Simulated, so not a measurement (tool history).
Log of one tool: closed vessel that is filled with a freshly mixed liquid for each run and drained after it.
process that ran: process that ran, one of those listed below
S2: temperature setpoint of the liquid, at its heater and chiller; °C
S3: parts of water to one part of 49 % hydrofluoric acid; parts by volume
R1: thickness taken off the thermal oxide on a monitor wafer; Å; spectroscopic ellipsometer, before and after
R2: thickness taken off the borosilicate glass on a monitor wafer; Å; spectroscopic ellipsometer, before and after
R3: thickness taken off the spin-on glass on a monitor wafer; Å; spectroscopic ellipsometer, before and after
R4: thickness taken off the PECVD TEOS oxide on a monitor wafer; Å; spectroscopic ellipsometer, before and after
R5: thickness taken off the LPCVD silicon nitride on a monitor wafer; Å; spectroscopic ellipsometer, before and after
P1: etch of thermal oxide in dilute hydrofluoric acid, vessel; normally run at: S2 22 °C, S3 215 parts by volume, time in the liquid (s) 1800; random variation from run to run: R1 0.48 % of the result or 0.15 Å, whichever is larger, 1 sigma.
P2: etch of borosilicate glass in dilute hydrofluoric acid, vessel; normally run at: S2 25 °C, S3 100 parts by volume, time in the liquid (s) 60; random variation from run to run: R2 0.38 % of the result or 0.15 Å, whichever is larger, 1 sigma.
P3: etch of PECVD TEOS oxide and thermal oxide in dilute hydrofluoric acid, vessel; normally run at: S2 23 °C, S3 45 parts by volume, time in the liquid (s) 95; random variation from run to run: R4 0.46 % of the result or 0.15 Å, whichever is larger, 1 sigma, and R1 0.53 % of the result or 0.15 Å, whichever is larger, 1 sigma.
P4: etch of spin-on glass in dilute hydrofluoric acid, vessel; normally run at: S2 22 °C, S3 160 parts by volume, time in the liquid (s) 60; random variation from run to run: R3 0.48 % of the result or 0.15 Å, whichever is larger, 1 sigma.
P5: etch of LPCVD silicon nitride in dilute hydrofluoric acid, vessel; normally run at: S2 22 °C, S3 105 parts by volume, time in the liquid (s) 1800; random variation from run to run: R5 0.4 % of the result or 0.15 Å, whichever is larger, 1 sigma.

run 1 hour=14.1 | process_that_ran=P1 S2=22 S3=215 time_in_the_liquid_(s)=1800 | R1=298.17
run 2 hour=23 | process_that_ran=P1 S2=22 S3=215 time_in_the_liquid_(s)=1800 | R1=295.43
run 3 hour=41.4 | process_that_ran=P2 S2=25 S3=160 time_in_the_liquid_(s)=60 | R2=62.863
run 4 hour=60.4 | process_that_ran=P1 S2=22 S3=215 time_in_the_liquid_(s)=1800 | R1=295.23
run 5 hour=72 | process_that_ran=P4 S2=22 S3=160 time_in_the_liquid_(s)=60 | R3=111.98
-- hour=83.6 hydrofluoric acid flow meter replaced
run 6 hour=84.3 | process_that_ran=P1 S2=22 S3=215 time_in_the_liquid_(s)=30 | R1=4.848
run 7 hour=100.7 | process_that_ran=P1 S2=22 S3=215 time_in_the_liquid_(s)=3185 | R1=522.32
run 8 hour=110.4 | process_that_ran=P3 S2=23 S3=80 time_in_the_liquid_(s)=95 | R1=56.041 R4=260.03
run 9 hour=127.7 | process_that_ran=P4 S2=29.5 S3=160 time_in_the_liquid_(s)=60 | R3=148.55
run 10 hour=141.1 | process_that_ran=P1 S2=17 S3=90 time_in_the_liquid_(s)=1800 | R1=653.42
run 11 hour=157.3 | process_that_ran=P3 S2=23 S3=45 time_in_the_liquid_(s)=95 | R1=104.33 R4=484.35
run 12 hour=168.2 | process_that_ran=P5 S2=30 S3=105 time_in_the_liquid_(s)=1800 | R5=119.86
run 13 hour=179.1 | process_that_ran=P1 S2=22 S3=215 time_in_the_liquid_(s)=1800 | R1=297.35
run 14 hour=195.1 | process_that_ran=P4 S2=22 S3=240 time_in_the_liquid_(s)=60 | R3=68.577
run 15 hour=212.6 | process_that_ran=P1 S2=22 S3=310 time_in_the_liquid_(s)=1800 | R1=187.41
run 16 hour=225.7 | process_that_ran=P2 S2=17 S3=100 time_in_the_liquid_(s)=60 | R2=78.28
run 17 hour=236.6 | process_that_ran=P1 S2=22 S3=40 time_in_the_liquid_(s)=1800 | R1=1928.4
run 18 hour=244.9 | process_that_ran=P3 S2=23 S3=45 time_in_the_liquid_(s)=180 | R1=195.9 R4=912.78
run 19 hour=255.3 | process_that_ran=P5 S2=22 S3=105 time_in_the_liquid_(s)=3305 | R5=133.02
run 20 hour=272.8 | process_that_ran=P5 S2=22 S3=105 time_in_the_liquid_(s)=1800 | R5=72.068
run 21 hour=283 | process_that_ran=P5 S2=22 S3=145 time_in_the_liquid_(s)=1800 | R5=51.802
run 22 hour=299.5 | process_that_ran=P1 S2=17 S3=215 time_in_the_liquid_(s)=1800 | R1=244.3
run 23 hour=315.1 | process_that_ran=P2 S2=25 S3=100 time_in_the_liquid_(s)=60 | R2=109.06
run 24 hour=333.4 | process_that_ran=P3 S2=31 S3=45 time_in_the_liquid_(s)=95 | R1=145.85 R4=664.24
run 25 hour=347.2 | process_that_ran=P1 S2=22 S3=215 time_in_the_liquid_(s)=1800 | R1=293.44
run 26 hour=355.9 | process_that_ran=P4 S2=22 S3=160 time_in_the_liquid_(s)=35 | R3=65.067
run 27 hour=368 | process_that_ran=P2 S2=25 S3=100 time_in_the_liquid_(s)=60 | R2=108.76
run 28 hour=384.3 | process_that_ran=P2 S2=25 S3=100 time_in_the_liquid_(s)=95 | R2=171.25
run 29 hour=400.1 | process_that_ran=P1 S2=25.5 S3=215 time_in_the_liquid_(s)=1800 | R1=337.86
run 30 hour=414.1 | process_that_ran=P1 S2=22 S3=215 time_in_the_liquid_(s)=1800 | R1=295.36
run 31 hour=424.6 | process_that_ran=P1 S2=22 S3=215 time_in_the_liquid_(s)=1800 | R1=298.2
run 32 hour=436.1 | process_that_ran=P1 S2=22 S3=215 time_in_the_liquid_(s)=1800 | R1=305.89
run 33 hour=453.8 | process_that_ran=P1 S2=22 S3=215 time_in_the_liquid_(s)=1800 | R1=310.99
run 34 hour=467.4 | process_that_ran=P1 S2=22 S3=215 time_in_the_liquid_(s)=1800 | R1=314.14
run 35 hour=478.2 | process_that_ran=P1 S2=22 S3=215 time_in_the_liquid_(s)=1800 | R1=314.2
run 36 hour=489.7 | process_that_ran=P1 S2=22 S3=215 time_in_the_liquid_(s)=1800 | R1=319.35
run 37 hour=499.8 | process_that_ran=P1 S2=22 S3=215 time_in_the_liquid_(s)=1800 | R1=315.24
run 38 hour=509 | process_that_ran=P1 S2=22 S3=215 time_in_the_liquid_(s)=1800 | R1=317
run 39 hour=519.7 | process_that_ran=P1 S2=22 S3=215 time_in_the_liquid_(s)=1800 | R1=315.67
run 40 hour=534 | process_that_ran=P1 S2=22 S3=215 time_in_the_liquid_(s)=1800 | R1=317.41
run 41 hour=549.1 | process_that_ran=P1 S2=22 S3=215 time_in_the_liquid_(s)=1800 | R1=317.59

What P1 gives has crept away from where it was. These 2 causes fit the log equally well, each at the size given:
A: hydrofluoric acid flow above the setpoint (%) = 6.17
B: liquid hotter than its thermometer reads (K) = 1.96
The creep began at about hour 414.1.

4 check runs are offered, one wafer each, their results left as question marks. Which one tells the causes apart?
run check 1 hour=564.2 | process_that_ran=P2 S2=20.5 S3=145 time_in_the_liquid_(s)=60 | R2=?
run check 2 hour=564.2 | process_that_ran=P3 S2=27 S3=70 time_in_the_liquid_(s)=95 | R1=? R4=?
run check 3 hour=564.2 | process_that_ran=P5 S2=22 S3=105 time_in_the_liquid_(s)=3155 | R5=?
run check 4 hour=564.2 | process_that_ran=P4 S2=27.5 S3=210 time_in_the_liquid_(s)=60 | R3=?

What each check would give under each cause:
check=check_1 result=R2 if_A=63.717 if_B=64.243
check=check_2 result=R1 if_A=81.629 if_B=82.551
check=check_2 result=R4 if_A=376.45 if_B=380.71
check=check_3 result=R5 if_A=133.04 if_B=142.86
check=check_4 result=R3 if_A=106.63 if_B=106.04
How far apart the two closest causes lie, in the result that separates them most: check 1 0.82 %; check 2 1.12 %; check 3 7.12 %; check 4 0.56 %
Check 3 tells the causes apart: in the others they would give nearly the same result.

Check 3 was then run and gave: R5 133.19 Å. Which cause is it?

It is A: hydrofluoric acid flow above the setpoint (%).
